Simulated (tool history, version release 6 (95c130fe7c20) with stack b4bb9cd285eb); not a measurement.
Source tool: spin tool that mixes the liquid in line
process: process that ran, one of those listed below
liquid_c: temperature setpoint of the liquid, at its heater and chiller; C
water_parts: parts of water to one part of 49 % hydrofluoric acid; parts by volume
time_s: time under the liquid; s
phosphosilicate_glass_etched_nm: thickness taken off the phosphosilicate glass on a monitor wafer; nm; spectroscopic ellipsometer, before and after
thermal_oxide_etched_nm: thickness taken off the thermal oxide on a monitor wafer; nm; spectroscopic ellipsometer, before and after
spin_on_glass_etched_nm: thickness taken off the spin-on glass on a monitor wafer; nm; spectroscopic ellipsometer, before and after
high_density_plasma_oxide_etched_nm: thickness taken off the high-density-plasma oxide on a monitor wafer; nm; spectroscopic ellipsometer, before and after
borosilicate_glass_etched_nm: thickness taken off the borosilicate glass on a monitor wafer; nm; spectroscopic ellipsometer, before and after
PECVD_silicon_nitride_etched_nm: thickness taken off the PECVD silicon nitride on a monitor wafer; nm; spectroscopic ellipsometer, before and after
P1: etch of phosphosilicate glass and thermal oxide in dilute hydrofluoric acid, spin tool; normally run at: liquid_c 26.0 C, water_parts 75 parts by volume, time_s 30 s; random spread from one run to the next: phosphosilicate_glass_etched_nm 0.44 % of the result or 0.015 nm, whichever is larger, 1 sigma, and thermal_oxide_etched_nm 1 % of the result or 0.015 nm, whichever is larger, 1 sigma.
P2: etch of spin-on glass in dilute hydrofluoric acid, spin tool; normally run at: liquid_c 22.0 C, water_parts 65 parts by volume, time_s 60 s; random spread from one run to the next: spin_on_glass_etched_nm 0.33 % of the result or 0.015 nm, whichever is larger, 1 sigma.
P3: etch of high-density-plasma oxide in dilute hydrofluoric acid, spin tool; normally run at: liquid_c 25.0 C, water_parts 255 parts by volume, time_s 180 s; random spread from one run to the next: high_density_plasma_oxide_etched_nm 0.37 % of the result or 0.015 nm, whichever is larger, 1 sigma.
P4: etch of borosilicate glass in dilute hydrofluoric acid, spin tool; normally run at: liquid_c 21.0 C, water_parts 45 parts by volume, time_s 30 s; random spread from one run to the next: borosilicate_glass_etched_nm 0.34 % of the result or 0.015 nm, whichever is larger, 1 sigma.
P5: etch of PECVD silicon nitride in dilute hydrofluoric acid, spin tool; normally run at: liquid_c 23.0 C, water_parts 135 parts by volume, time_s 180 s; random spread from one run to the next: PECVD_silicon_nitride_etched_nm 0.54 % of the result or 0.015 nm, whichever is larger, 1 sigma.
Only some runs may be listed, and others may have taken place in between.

run   hour  process  liquid_c  water_parts  time_s  hours since the thermometer was replaced  hours since the hydrofluoric acid flow meter was replaced  phosphosilicate_glass_etched_nm  thermal_oxide_etched_nm  spin_on_glass_etched_nm  high_density_plasma_oxide_etched_nm  borosilicate_glass_etched_nm  PECVD_silicon_nitride_etched_nm
  1    6.0       P1      26.0           75      30                                    1147.0                                                      808.4                           49.887                   2.2938
  2   11.0       P1      32.0           75      15                                    1152.0                                                      813.4                           31.287                   1.3896
  3   14.2       P1      26.0           75      30                                    1155.2                                                      816.6                           50.213                   2.1927
  4   19.4       P1      26.0           75      30                                    1160.4                                                      821.8                           49.961                   2.2191
  5   23.9       P1      26.0           75      30                                    1164.9                                                      826.3                           49.464                   2.2073
  6   29.1       P1      26.0           75      30                                    1170.1                                                      831.5                           50.290                   2.1743
  7   33.9       P1      21.5           45      30                                    1174.9                                                      836.3                           72.496                   3.1916
  8   38.0       P2      22.0           65      20                                    1179.0                                                      840.4                                                                             11.103
  9   42.3       P3      25.0          255      20                                    1183.3                                                      844.7                                                                                                                 0.66364
 10   45.9       P1      33.0           75      30                                    1186.9                                                      848.3                           65.452                   2.9007
 11   49.1       P4      28.5           45      30                                    1190.1                                                      851.5                                                                                                                                                29.341
 12   52.5       P5      23.0          135     180                                    1193.5                                                      854.9                                                                                                                                                                                 7.1375
 13   58.3       P2      22.0           65      60                                    1199.3                                                      860.7                                                                             33.263
 14   64.4       P5      23.0          135     180                                    1205.4                                                      866.8                                                                                                                                                                                 7.0777
 15   69.4       P3      20.0          255     180                                    1210.4                                                      871.8                                                                                                                 5.14440
 16   73.6       P1      18.5           75      30                                    1214.6                                                      876.0                           36.962                   1.6107
 17   78.6       P1      26.0           40      30                                    1219.6                                                      881.0                           99.124                   4.3772
 18   84.8       P3      25.0          255     180                                    1225.8                                                      887.2                                                                                                                 6.12330
 19   88.9       P3      25.0           80     180                                    1229.9                                                      891.3                                                                                                                24.05700
 20   93.4       P4      21.0           45      30                                    1234.4                                                      895.8                                                                                                                                                21.740
 21   97.3       P1      26.0           75      45                                    1238.3                                                      899.7                           75.566                   3.3345
 22  102.1       P1      26.0          115      30                                    1243.1                                                      904.5                           30.878                   1.3762
 23  106.5       P1      26.0           75      30                                    1247.5                                                      908.9                           49.937                   2.1723
 24  109.3       P2      22.0          100      60                                    1250.3                                                      911.7                                                                             20.777
 25  113.3       P1      26.0           75      15                                    1254.3                                                      915.7                           24.758                   1.1200
 26  119.4       P4      21.0           45      15                                    1260.4                                                      921.8                                                                                                                                                10.745
 27  125.4       P2      22.0           65      60                                    1266.4                                                      927.8                                                                             33.058
 28  130.9       P5      31.5          135     180                                    1271.9                                                      933.3                                                                                                                                                                                12.1200
 29  136.2       P5      23.0          135     345                                    1277.2                                                      938.6                                                                                                                                                                                13.6950
 30  140.8       P5      23.0          240     180                                    1281.8                                                      943.2                                                                                                                                                                                 4.0656
     143.1  -- thermometer replaced
 31  146.4       P2      29.0           65      60                                       3.4                                                      948.8                                                                             44.176
 32  150.5       P1      26.0           75      30                                       7.5                                                      952.9                           50.050                   2.2511
 33  156.1       P4      21.0           75      30                                      13.1                                                      958.5                                                                                                                                                12.538
 34  162.0       P1      26.0           75      30                                      19.0                                                      964.4                           50.072                   2.2680
 35  166.2       P1      26.0           75      30                                      23.2                                                      968.6                           48.650                   2.1587
 36  169.6       P1      26.0           75      30                                      26.6                                                      972.0                           47.869                   2.1229
 37  175.8       P1      26.0           75      30                                      32.8                                                      978.2                           46.677                   2.1248
 38  180.1       P1      26.0           75      30                                      37.1                                                      982.5                           46.399                   2.0979
 39  183.7       P1      26.0           75      30                                      40.7                                                      986.1                           46.157                   2.0196
 40  189.4       P1      26.0           75      30                                      46.4                                                      991.8                           46.043                   2.0766
 41  194.2       P1      26.0           75      30                                      51.2                                                      996.6                           45.419                   2.0135
 42  198.1       P1      26.0           75      30                                      55.1                                                     1000.5                           45.657                   2.0503
 43  201.8       P1      26.0           75      30                                      58.8                                                     1004.2                           45.756                   2.0562
 44  205.9       P1      26.0           75      30                                      62.9                                                     1008.3                           45.016                   2.0813
 45  209.2       P1      26.0           75      30                                      66.2                                                     1011.6                           45.252                   2.0135

Something has made what P1 gives creep away from where it was; the 2 causes below, each at its own stated size, fit the log equally well:
A: liquid colder than its thermometer reads (K) = 2.38
B: hydrofluoric acid flow below the setpoint (%) = 8.26
At approximately hour 162.0, the process output began to creep.

Question marks stand in for the results of the 4 check runs listed below, each run on one wafer. Under which run would the listed causes show clearly different results?
check 1  212.5       P3      21.5           90     180                                                                                                                                                                                                                            ?
check 2  212.5       P5      29.5          135     180                                                                                                                                                                                                                                                                                           ?
check 3  212.5       P2      22.0           85      60                                                                                                                                                                                       ?
check 4  212.5       P4      21.0           75      30                                                                                                                                                                                                                                                          ?

How each check would come out, cause by cause:
  check                               result      if A      if B
check 1  high_density_plasma_oxide_etched_nm  16.59400  16.63500
check 2      PECVD_silicon_nitride_etched_nm    9.2517    9.8403
check 3              spin_on_glass_etched_nm    22.467    22.528
check 4         borosilicate_glass_etched_nm    11.319    11.380
Per check, the gap between the least separated pair of causes, taken in the result that splits them most: check 1 0.25 %; check 2 6.17 %; check 3 0.27 %; check 4 0.54 %
Check 2 tells the causes apart: in the others they would give nearly the same result.

Then check 2 was run and gave: PECVD_silicon_nitride_etched_nm 9.8804 nm. Which cause is it?

It was cause B: hydrofluoric acid flow below the setpoint (%).
